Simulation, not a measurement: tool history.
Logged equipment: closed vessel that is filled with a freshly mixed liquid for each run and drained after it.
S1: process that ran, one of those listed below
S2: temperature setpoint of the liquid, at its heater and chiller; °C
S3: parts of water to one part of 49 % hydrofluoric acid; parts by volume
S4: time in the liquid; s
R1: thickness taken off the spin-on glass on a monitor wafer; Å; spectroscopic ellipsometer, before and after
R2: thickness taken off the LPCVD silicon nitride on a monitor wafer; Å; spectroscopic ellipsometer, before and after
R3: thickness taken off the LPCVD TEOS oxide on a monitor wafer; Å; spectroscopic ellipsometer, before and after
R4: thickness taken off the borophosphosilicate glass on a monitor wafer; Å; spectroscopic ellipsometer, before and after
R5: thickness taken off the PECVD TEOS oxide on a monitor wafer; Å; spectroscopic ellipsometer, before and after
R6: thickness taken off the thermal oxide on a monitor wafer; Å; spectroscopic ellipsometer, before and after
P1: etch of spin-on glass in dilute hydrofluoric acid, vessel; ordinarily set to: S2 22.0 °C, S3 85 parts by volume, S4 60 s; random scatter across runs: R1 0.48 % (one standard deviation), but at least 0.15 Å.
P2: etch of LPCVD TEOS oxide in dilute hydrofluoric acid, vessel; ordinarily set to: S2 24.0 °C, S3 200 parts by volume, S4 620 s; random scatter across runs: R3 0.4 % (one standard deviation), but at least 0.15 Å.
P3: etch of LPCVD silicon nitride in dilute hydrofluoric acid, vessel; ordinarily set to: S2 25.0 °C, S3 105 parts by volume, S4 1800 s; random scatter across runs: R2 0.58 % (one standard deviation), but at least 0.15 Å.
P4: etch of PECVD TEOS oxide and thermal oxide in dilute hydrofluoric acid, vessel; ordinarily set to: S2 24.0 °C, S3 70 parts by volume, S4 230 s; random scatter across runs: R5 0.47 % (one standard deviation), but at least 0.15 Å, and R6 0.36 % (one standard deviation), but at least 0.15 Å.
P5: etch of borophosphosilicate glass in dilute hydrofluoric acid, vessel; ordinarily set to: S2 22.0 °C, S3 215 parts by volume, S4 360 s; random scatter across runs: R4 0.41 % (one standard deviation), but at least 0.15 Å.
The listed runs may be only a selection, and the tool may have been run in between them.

run,hour,S1,S2,S3,S4,R1,R2,R3,R4,R5,R6
1,5.1,P1,22.0,85,60,254.57,,,,,
2,14.4,P3,25.0,105,1800,,93.447,,,,
3,23.8,P2,24.0,200,620,,,591.95,,,
4,29.0,P1,22.0,125,95,262.07,,,,,
5,37.8,P1,22.0,85,30,127.99,,,,,
6,45.4,P3,25.0,180,1800,,55.496,,,,
7,54.7,P5,22.0,215,360,,,,558.22,,
8,62.4,P1,18.0,85,100,362.47,,,,,
9,70.9,P1,27.0,85,35,181.40,,,,,
10,77.1,P5,22.0,215,30,,,,46.80,,
11,85.4,P1,22.0,85,85,364.29,,,,,
12,90.3,P2,24.0,200,205,,,194.64,,,
13,98.5,P1,18.5,85,60,220.58,,,,,
14,107.0,P2,24.0,35,620,,,4106.80,,,
15,114.0,P4,24.0,20,230,,,,,1295.20,658.79
16,123.5,P2,27.5,200,620,,,675.14,,,
17,130.5,P5,22.0,345,360,,,,306.14,,
18,136.9,P4,17.0,70,230,,,,,256.45,133.45
19,142.6,P1,22.0,85,60,256.02,,,,,
20,152.4,P1,22.0,50,60,448.94,,,,,
21,158.6,P3,17.5,105,1800,,56.138,,,,
22,168.2,P1,22.0,85,60,253.52,,,,,
23,176.8,P1,27.0,85,60,312.31,,,,,
24,182.2,P3,25.0,105,3040,,157.840,,,,
25,192.1,P1,22.0,115,60,181.90,,,,,
26,199.3,P4,24.0,70,230,,,,,344.71,176.66
27,205.9,P1,22.0,85,60,256.96,,,,,
28,213.8,P3,25.0,105,1800,,92.388,,,,
29,218.5,P5,17.0,215,360,,,,459.38,,

Run 30 comes next. What will it give?
30,224.3,P4,24.0,70,445,,,,,?,?

Run 30 gave R5 667.28 Å, R6 344.15 Å.

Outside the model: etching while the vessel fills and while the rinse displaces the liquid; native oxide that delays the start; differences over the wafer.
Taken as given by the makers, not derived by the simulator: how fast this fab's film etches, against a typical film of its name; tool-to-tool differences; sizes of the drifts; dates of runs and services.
